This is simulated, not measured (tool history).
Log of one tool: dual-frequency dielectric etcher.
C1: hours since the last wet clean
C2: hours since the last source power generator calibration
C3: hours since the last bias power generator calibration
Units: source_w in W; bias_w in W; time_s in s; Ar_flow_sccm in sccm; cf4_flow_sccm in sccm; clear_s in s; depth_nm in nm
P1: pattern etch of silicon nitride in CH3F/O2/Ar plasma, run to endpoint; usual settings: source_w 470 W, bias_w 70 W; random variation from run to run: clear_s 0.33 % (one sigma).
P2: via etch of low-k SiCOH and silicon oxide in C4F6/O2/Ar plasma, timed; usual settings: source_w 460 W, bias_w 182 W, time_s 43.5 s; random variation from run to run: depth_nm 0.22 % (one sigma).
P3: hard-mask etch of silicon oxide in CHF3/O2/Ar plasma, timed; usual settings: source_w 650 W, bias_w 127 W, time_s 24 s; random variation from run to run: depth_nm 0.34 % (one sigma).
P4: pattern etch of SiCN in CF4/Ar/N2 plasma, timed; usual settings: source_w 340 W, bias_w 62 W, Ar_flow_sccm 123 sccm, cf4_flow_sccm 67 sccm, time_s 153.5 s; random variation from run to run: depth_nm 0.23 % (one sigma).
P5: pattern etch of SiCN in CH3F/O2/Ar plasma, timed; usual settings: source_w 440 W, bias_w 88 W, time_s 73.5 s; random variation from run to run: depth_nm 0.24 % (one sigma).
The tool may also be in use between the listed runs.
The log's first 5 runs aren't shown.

{"run": 6, "hour": 34.7, "process": "P5", "source_w": 440, "bias_w": 125, "time_s": 73.5, "C1": 177.8, "C2": 1117.3, "C3": 326.8, "depth_nm": 35.568}
{"run": 7, "hour": 37.9, "process": "P1", "source_w": 630, "bias_w": 90, "C1": 181, "C2": 1120.5, "C3": 330, "clear_s": 28.839}
{"run": 8, "hour": 41.3, "process": "P2", "source_w": 460, "bias_w": 182, "time_s": 24, "C1": 184.4, "C2": 1123.9, "C3": 333.4, "depth_nm": 61.684}
{"run": 9, "hour": 48.5, "process": "P1", "source_w": 590, "bias_w": 86, "C1": 191.6, "C2": 1131.1, "C3": 340.6, "clear_s": 30.195}
{"run": 10, "hour": 55.6, "process": "P3", "source_w": 840, "bias_w": 127, "time_s": 24, "C1": 198.7, "C2": 1138.2, "C3": 347.7, "depth_nm": 48.656}
{"run": 11, "hour": 61.4, "process": "P2", "source_w": 650, "bias_w": 182, "time_s": 43.5, "C1": 204.5, "C2": 1144, "C3": 353.5, "depth_nm": 128.11}
{"run": 12, "hour": 67.0, "process": "P1", "source_w": 470, "bias_w": 70, "C1": 210.1, "C2": 1149.6, "C3": 359.1, "clear_s": 35.343}
{"run": 13, "hour": 73.0, "process": "P4", "source_w": 340, "bias_w": 39, "time_s": 153.5, "Ar_flow_sccm": 123, "cf4_flow_sccm": 67, "C1": 216.1, "C2": 1155.6, "C3": 365.1, "depth_nm": 82.686}
{"run": 14, "hour": 77.6, "process": "P5", "source_w": 440, "bias_w": 88, "time_s": 73.5, "C1": 220.7, "C2": 1160.2, "C3": 369.7, "depth_nm": 31.016}
{"run": 15, "hour": 81.8, "process": "P5", "source_w": 440, "bias_w": 88, "time_s": 47.5, "C1": 224.9, "C2": 1164.4, "C3": 373.9, "depth_nm": 20.097}
{"run": 16, "hour": 87.8, "process": "P3", "source_w": 650, "bias_w": 127, "time_s": 24, "C1": 230.9, "C2": 1170.4, "C3": 379.9, "depth_nm": 43.775}
{"run": 17, "hour": 94.9, "process": "P1", "source_w": 370, "bias_w": 70, "C1": 238, "C2": 1177.5, "C3": 387, "clear_s": 38.588}
{"run": 18, "hour": 99.5, "process": "P1", "source_w": 470, "bias_w": 70, "C1": 242.6, "C2": 1182.1, "C3": 391.6, "clear_s": 35.272}
{"run": 19, "hour": 105.2, "process": "P2", "source_w": 460, "bias_w": 182, "time_s": 43.5, "C1": 248.3, "C2": 1187.8, "C3": 397.3, "depth_nm": 111.71}
{"run": 20, "hour": 109.8, "process": "P1", "source_w": 650, "bias_w": 70, "C1": 252.9, "C2": 1192.4, "C3": 401.9, "clear_s": 30.912}
{"run": 21, "hour": 114.7, "process": "P1", "source_w": 470, "bias_w": 70, "C1": 257.8, "C2": 1197.3, "C3": 406.8, "clear_s": 35.356}
{"run": 22, "hour": 120.7, "process": "P4", "source_w": 340, "bias_w": 62, "time_s": 153.5, "Ar_flow_sccm": 123, "cf4_flow_sccm": 67, "C1": 263.8, "C2": 1203.3, "C3": 412.8, "depth_nm": 96.371}
{"run": 23, "hour": 127.4, "process": "P3", "source_w": 650, "bias_w": 127, "time_s": 24, "C1": 270.5, "C2": 1210, "C3": 419.5, "depth_nm": 44.068}

The next listed run, before its measurement:
{"run": 24, "hour": 132.7, "process": "P5", "source_w": 440, "bias_w": 88, "time_s": 73.5, "C1": 275.8, "C2": 1215.3, "C3": 424.8, "depth_nm": "?"}

depth_nm: 31.192 nm
